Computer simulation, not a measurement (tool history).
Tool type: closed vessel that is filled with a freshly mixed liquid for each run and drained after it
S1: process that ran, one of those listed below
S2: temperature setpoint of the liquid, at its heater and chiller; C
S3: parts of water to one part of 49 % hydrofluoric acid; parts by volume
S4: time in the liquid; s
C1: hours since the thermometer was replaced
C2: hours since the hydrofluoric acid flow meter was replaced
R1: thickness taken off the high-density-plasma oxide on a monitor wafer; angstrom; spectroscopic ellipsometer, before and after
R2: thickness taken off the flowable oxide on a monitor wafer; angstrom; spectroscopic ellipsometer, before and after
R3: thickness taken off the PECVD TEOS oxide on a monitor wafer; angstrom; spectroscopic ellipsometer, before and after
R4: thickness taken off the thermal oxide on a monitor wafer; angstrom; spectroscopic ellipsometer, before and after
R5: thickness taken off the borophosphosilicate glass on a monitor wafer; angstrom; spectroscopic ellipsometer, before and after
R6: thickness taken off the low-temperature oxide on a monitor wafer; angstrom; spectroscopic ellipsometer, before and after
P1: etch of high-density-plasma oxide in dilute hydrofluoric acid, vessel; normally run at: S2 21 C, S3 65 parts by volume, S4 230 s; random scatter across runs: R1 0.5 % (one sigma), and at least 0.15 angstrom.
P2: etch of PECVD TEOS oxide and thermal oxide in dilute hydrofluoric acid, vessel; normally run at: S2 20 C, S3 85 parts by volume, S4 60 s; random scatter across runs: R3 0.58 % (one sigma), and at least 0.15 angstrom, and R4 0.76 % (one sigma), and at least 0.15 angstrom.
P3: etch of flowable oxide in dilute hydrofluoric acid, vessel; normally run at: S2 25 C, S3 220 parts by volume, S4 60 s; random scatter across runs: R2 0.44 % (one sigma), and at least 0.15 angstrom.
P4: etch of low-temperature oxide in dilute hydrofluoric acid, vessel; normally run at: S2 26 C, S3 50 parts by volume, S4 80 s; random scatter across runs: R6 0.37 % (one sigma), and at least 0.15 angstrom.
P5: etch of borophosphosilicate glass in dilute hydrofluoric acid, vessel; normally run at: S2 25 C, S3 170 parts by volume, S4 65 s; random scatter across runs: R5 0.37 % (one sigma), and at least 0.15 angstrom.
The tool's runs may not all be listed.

run 1 hour=9.2 | S1=P1 S2=21 S3=65 S4=230 | C1=2004.1 C2=871.2 | R1=220.11
run 2 hour=14.8 | S1=P1 S2=27.5 S3=65 S4=95 | C1=2009.7 C2=876.8 | R1=119.32
run 3 hour=21.7 | S1=P3 S2=25 S3=220 S4=60 | C1=2016.6 C2=883.7 | R2=97.533
run 4 hour=30.3 | S1=P1 S2=17 S3=65 S4=230 | C1=2025.2 C2=892.3 | R1=186.8
run 5 hour=40.4 | S1=P2 S2=20 S3=85 S4=30 | C1=2035.3 C2=902.4 | R3=30.408 R4=14.809
run 6 hour=49.2 | S1=P5 S2=25 S3=75 S4=65 | C1=2044.1 C2=911.2 | R5=310.82
run 7 hour=59.3 | S1=P3 S2=25 S3=220 S4=30 | C1=2054.2 C2=921.3 | R2=48.753
run 8 hour=67.6 | S1=P1 S2=28.5 S3=65 S4=230 | C1=2062.5 C2=929.6 | R1=298.69
run 9 hour=73.7 | S1=P4 S2=19 S3=50 S4=80 | C1=2068.6 C2=935.7 | R6=253.44
run 10 hour=83.6 | S1=P4 S2=26 S3=50 S4=125 | C1=2078.5 C2=945.6 | R6=531.01
run 11 hour=92.8 | S1=P5 S2=25 S3=170 S4=65 | C1=2087.7 C2=954.8 | R5=122.28
run 12 hour=99.8 | S1=P4 S2=26 S3=85 S4=80 | C1=2094.7 C2=961.8 | R6=189.52
run 13 hour=107 | S1=P3 S2=25 S3=220 S4=60 | C1=2101.9 C2=969 | R2=97.475
run 14 hour=118.1 | S1=P2 S2=20 S3=55 S4=60 | C1=2113 C2=980.1 | R3=96.617 R4=48.099
run 15 hour=123.6 | S1=P5 S2=25 S3=170 S4=130 | C1=2118.5 C2=985.6 | R5=244.16
run 16 hour=136 | S1=P1 S2=21 S3=20 S4=230 | C1=2130.9 C2=998 | R1=760.49
run 17 hour=145.5 | S1=P3 S2=25 S3=405 S4=60 | C1=2140.4 C2=1007.5 | R2=44.182
run 18 hour=157 | S1=P4 S2=26 S3=50 S4=80 | C1=2151.9 C2=1019 | R6=340.06
run 19 hour=164.3 | S1=P3 S2=30.5 S3=220 S4=60 | C1=2159.2 C2=1026.3 | R2=117.21
run 20 hour=175 | S1=P1 S2=21 S3=65 S4=230 | C1=2169.9 C2=1037 | R1=220.35
run 21 hour=184.7 | S1=P2 S2=20 S3=85 S4=60 | C1=2179.6 C2=1046.7 | R3=60.857 R4=30.152
run 22 hour=191.6 | S1=P2 S2=20 S3=85 S4=60 | C1=2186.5 C2=1053.6 | R3=59.884 R4=30.061
run 23 hour=198.4 | S1=P1 S2=17 S3=65 S4=335 | C1=2193.3 C2=1060.4 | R1=268.87
run 24 hour=207.7 | S1=P1 S2=17 S3=65 S4=125 | C1=2202.6 C2=1069.7 | R1=101.17
run 25 hour=216.8 | S1=P1 S2=21 S3=65 S4=230 | C1=2211.7 C2=1078.8 | R1=220.83
run 26 hour=224.7 | S1=P5 S2=19 S3=170 S4=65 | C1=2219.6 C2=1086.7 | R5=96.598
run 27 hour=236.1 | S1=P1 S2=21 S3=65 S4=230 | C1=2231 C2=1098.1 | R1=220.35
run 28 hour=244.8 | S1=P1 S2=21 S3=65 S4=230 | C1=2239.7 C2=1106.8 | R1=220.07
run 29 hour=257 | S1=P1 S2=21 S3=65 S4=355 | C1=2251.9 C2=1119 | R1=339.64
run 30 hour=268.4 | S1=P1 S2=21 S3=65 S4=30 | C1=2263.3 C2=1130.4 | R1=28.684
run 31 hour=274.2 | S1=P1 S2=21 S3=95 S4=230 | C1=2269.1 C2=1136.2 | R1=145.88
run 32 hour=286.7 | S1=P2 S2=17 S3=85 S4=60 | C1=2281.6 C2=1148.7 | R3=52.66 R4=26.666
run 33 hour=292.6 | S1=P5 S2=25 S3=170 S4=65 | C1=2287.5 C2=1154.6 | R5=122.25
run 34 hour=303.4 | S1=P1 S2=21 S3=65 S4=230 | C1=2298.3 C2=1165.4 | R1=221.11
run 35 hour=310.8 | S1=P1 S2=21 S3=65 S4=230 | C1=2305.7 C2=1172.8 | R1=228.75
run 36 hour=316.4 | S1=P1 S2=21 S3=65 S4=230 | C1=2311.3 C2=1178.4 | R1=232.45
run 37 hour=322.7 | S1=P1 S2=21 S3=65 S4=230 | C1=2317.6 C2=1184.7 | R1=232.16
run 38 hour=334.4 | S1=P1 S2=21 S3=65 S4=230 | C1=2329.3 C2=1196.4 | R1=233.54
run 39 hour=343.2 | S1=P1 S2=21 S3=65 S4=230 | C1=2338.1 C2=1205.2 | R1=236.94
run 40 hour=352.4 | S1=P1 S2=21 S3=65 S4=230 | C1=2347.3 C2=1214.4 | R1=235.11
run 41 hour=364.1 | S1=P1 S2=21 S3=65 S4=230 | C1=2359 C2=1226.1 | R1=235.17
run 42 hour=370 | S1=P1 S2=21 S3=65 S4=230 | C1=2364.9 C2=1232 | R1=237.1

What P1 gives has crept away from where it was. These 2 causes fit the log equally well, each at the size given:
A: hydrofluoric acid flow above the setpoint (%) = 6.9
B: liquid hotter than its thermometer reads (K) = 1.74
The gradual shift began around hour 303.4.

Which of the 4 check runs listed below, each an average over 3 wafers with its results shown as question marks, gives clearly different results under the different listed causes?
run check 1 hour=375.9 | S1=P3 S2=25 S3=385 S4=30 | R2=?
run check 2 hour=375.9 | S1=P5 S2=25 S3=85 S4=110 | R5=?
run check 3 hour=375.9 | S1=P2 S2=17 S3=85 S4=30 | R3=? R4=?
run check 4 hour=375.9 | S1=P4 S2=20.5 S3=75 S4=80 | R6=?

How each check would come out, cause by cause:
check=check_1 result=R2 if_A=25.822 if_B=24.965
check=check_2 result=R5 if_A=493.23 if_B=490.62
check=check_3 result=R3 if_A=28.563 if_B=28.588
check=check_3 result=R4 if_A=14.262 if_B=14.275
check=check_4 result=R6 if_A=187.93 if_B=187.82
Per-check spread between the two closest causes, in the result where they differ most: check 1 3.37 %; check 2 0.53 %; check 3 0.09 %; check 4 0.06 %
Check 1 tells the causes apart: in the others they would give nearly the same result.

Check 1 has now been run. It gave: R2 25.178 angstrom. Which of the candidate causes is it?

It is B: liquid hotter than its thermometer reads (K).

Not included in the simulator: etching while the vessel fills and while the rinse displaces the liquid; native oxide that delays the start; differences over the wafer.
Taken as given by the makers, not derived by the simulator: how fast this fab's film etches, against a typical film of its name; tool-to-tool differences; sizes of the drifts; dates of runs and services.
